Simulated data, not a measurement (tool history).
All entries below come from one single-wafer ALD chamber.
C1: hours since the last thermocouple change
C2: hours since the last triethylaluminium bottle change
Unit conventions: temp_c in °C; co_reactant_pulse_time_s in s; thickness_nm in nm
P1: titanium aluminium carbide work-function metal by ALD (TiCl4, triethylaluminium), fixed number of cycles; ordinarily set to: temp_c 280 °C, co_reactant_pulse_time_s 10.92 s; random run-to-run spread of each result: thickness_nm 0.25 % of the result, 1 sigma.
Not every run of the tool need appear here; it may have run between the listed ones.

{"run": 1, "hour": 12.1, "temp_c": 280, "co_reactant_pulse_time_s": 10.92, "C1": 1276.5, "C2": 183.0, "thickness_nm": 1.7959}
{"run": 2, "hour": 19.9, "temp_c": 280, "co_reactant_pulse_time_s": 15.98, "C1": 1284.3, "C2": 190.8, "thickness_nm": 1.8305}
{"run": 3, "hour": 31.6, "temp_c": 296, "co_reactant_pulse_time_s": 10.92, "C1": 1296.0, "C2": 202.5, "thickness_nm": 1.9279}
{"run": 4, "hour": 41.2, "temp_c": 280, "co_reactant_pulse_time_s": 10.92, "C1": 1305.6, "C2": 212.1, "thickness_nm": 1.793}
{"run": 5, "hour": 48.8, "temp_c": 280, "co_reactant_pulse_time_s": 10.92, "C1": 1313.2, "C2": 219.7, "thickness_nm": 1.7867}
{"run": 6, "hour": 58.3, "temp_c": 280, "co_reactant_pulse_time_s": 7.53, "C1": 1322.7, "C2": 229.2, "thickness_nm": 1.7042}
{"run": 7, "hour": 67.8, "temp_c": 270, "co_reactant_pulse_time_s": 15.52, "C1": 1332.2, "C2": 238.7, "thickness_nm": 1.7393}
{"run": 8, "hour": 74.5, "temp_c": 257, "co_reactant_pulse_time_s": 10.92, "C1": 1338.9, "C2": 245.4, "thickness_nm": 1.6075}
{"run": 9, "hour": 85.5, "temp_c": 280, "co_reactant_pulse_time_s": 10.92, "C1": 1349.9, "C2": 256.4, "thickness_nm": 1.7992}
{"run": 10, "hour": 98.6, "temp_c": 280, "co_reactant_pulse_time_s": 10.92, "C1": 1363.0, "C2": 269.5, "thickness_nm": 1.7875}
{"run": 11, "hour": 105.8, "temp_c": 280, "co_reactant_pulse_time_s": 10.92, "C1": 1370.2, "C2": 276.7, "thickness_nm": 1.7981}
{"run": 12, "hour": 117.6, "temp_c": 299, "co_reactant_pulse_time_s": 8.1, "C1": 1382.0, "C2": 288.5, "thickness_nm": 1.8754}
{"run": 13, "hour": 128.7, "temp_c": 280, "co_reactant_pulse_time_s": 10.92, "C1": 1393.1, "C2": 299.6, "thickness_nm": 1.7904}

Predict the results of run 14:
{"run": 14, "hour": 143.0, "temp_c": 280, "co_reactant_pulse_time_s": 10.92, "C1": 1407.4, "C2": 313.9, "thickness_nm": "?"}

Run 14 came out at thickness_nm 1.7668 nm.

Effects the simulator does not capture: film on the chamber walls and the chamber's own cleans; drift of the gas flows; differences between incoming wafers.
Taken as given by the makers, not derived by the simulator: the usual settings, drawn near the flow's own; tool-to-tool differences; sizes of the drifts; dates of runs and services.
